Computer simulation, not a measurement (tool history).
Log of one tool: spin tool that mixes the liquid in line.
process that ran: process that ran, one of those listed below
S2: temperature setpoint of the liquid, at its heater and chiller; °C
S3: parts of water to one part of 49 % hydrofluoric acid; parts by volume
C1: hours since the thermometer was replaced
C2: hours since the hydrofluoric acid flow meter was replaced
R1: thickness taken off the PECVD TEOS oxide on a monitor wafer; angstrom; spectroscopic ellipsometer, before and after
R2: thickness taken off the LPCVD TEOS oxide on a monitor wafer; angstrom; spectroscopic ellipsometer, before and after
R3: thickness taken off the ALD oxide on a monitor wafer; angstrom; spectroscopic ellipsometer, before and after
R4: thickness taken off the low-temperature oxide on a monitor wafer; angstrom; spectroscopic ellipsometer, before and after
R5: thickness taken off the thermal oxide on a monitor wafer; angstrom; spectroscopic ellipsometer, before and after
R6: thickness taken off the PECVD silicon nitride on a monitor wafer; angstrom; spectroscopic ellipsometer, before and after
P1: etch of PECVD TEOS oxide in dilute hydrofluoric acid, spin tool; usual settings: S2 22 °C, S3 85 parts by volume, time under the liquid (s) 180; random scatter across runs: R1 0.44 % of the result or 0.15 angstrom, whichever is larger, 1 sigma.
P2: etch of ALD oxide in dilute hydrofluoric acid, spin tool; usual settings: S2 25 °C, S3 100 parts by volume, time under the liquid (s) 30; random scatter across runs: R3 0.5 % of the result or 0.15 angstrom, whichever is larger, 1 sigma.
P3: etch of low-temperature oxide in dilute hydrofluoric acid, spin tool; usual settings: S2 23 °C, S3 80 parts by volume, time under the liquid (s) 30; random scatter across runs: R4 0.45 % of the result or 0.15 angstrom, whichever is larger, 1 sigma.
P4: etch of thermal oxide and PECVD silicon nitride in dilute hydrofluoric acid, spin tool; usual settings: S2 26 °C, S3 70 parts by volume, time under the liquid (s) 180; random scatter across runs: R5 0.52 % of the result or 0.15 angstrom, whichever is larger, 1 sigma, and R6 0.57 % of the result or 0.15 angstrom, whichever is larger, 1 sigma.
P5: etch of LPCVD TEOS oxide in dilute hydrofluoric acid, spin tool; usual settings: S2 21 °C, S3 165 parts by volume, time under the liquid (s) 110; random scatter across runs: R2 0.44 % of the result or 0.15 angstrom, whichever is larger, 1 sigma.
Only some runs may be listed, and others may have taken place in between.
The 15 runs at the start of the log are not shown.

{"run": 16, "hour": 184.1, "process that ran": "P1", "S2": 22, "S3": 85, "time under the liquid (s)": 65, "C1": 1874.4, "C2": 370, "R1": 81.09}
{"run": 17, "hour": 197.9, "process that ran": "P5", "S2": 21, "S3": 70, "time under the liquid (s)": 110, "C1": 1888.2, "C2": 383.8, "R2": 548.7}
{"run": 18, "hour": 205.2, "process that ran": "P3", "S2": 23, "S3": 80, "time under the liquid (s)": 30, "C1": 1895.5, "C2": 391.1, "R4": 123.24}
{"run": 19, "hour": 216.2, "process that ran": "P1", "S2": 22, "S3": 85, "time under the liquid (s)": 180, "C1": 1906.5, "C2": 402.1, "R1": 224.69}
{"run": 20, "hour": 229.3, "process that ran": "P1", "S2": 17, "S3": 85, "time under the liquid (s)": 180, "C1": 1919.6, "C2": 415.2, "R1": 183.71}
{"run": 21, "hour": 239.7, "process that ran": "P3", "S2": 23, "S3": 80, "time under the liquid (s)": 60, "C1": 1930, "C2": 425.6, "R4": 244}
{"run": 22, "hour": 249.6, "process that ran": "P2", "S2": 20, "S3": 100, "time under the liquid (s)": 30, "C1": 1939.9, "C2": 435.5, "R3": 38.473}
{"run": 23, "hour": 263.3, "process that ran": "P4", "S2": 18, "S3": 70, "time under the liquid (s)": 180, "C1": 1953.6, "C2": 449.2, "R5": 92.622, "R6": 98.558}
{"run": 24, "hour": 275.6, "process that ran": "P1", "S2": 22, "S3": 85, "time under the liquid (s)": 180, "C1": 1965.9, "C2": 461.5, "R1": 226.09}
{"run": 25, "hour": 283.3, "process that ran": "P2", "S2": 25, "S3": 100, "time under the liquid (s)": 15, "C1": 1973.6, "C2": 469.2, "R3": 23.428}
{"run": 26, "hour": 296.1, "process that ran": "P1", "S2": 22, "S3": 85, "time under the liquid (s)": 180, "C1": 1986.4, "C2": 482, "R1": 224.6}
{"run": 27, "hour": 307.2, "process that ran": "P4", "S2": 26, "S3": 70, "time under the liquid (s)": 180, "C1": 1997.5, "C2": 493.1, "R5": 129.06, "R6": 167.24}
{"run": 28, "hour": 321.8, "process that ran": "P4", "S2": 26, "S3": 70, "time under the liquid (s)": 330, "C1": 2012.1, "C2": 507.7, "R5": 235.15, "R6": 309.41}
{"run": 29, "hour": 328.3, "process that ran": "P5", "S2": 21, "S3": 165, "time under the liquid (s)": 110, "C1": 2018.6, "C2": 514.2, "R2": 208.94}
{"run": 30, "hour": 335.8, "process that ran": "P4", "S2": 26, "S3": 70, "time under the liquid (s)": 180, "C1": 2026.1, "C2": 521.7, "R5": 129.92, "R6": 166.82}
{"run": 31, "hour": 343.2, "process that ran": "P1", "S2": 22, "S3": 85, "time under the liquid (s)": 180, "C1": 2033.5, "C2": 529.1, "R1": 224.56}

For run 32, what comes out?
{"run": 32, "hour": 354.7, "process that ran": "P1", "S2": 22, "S3": 85, "time under the liquid (s)": 180, "C1": 2045, "C2": 540.6, "R1": "?"}

R1: 220.37 angstrom
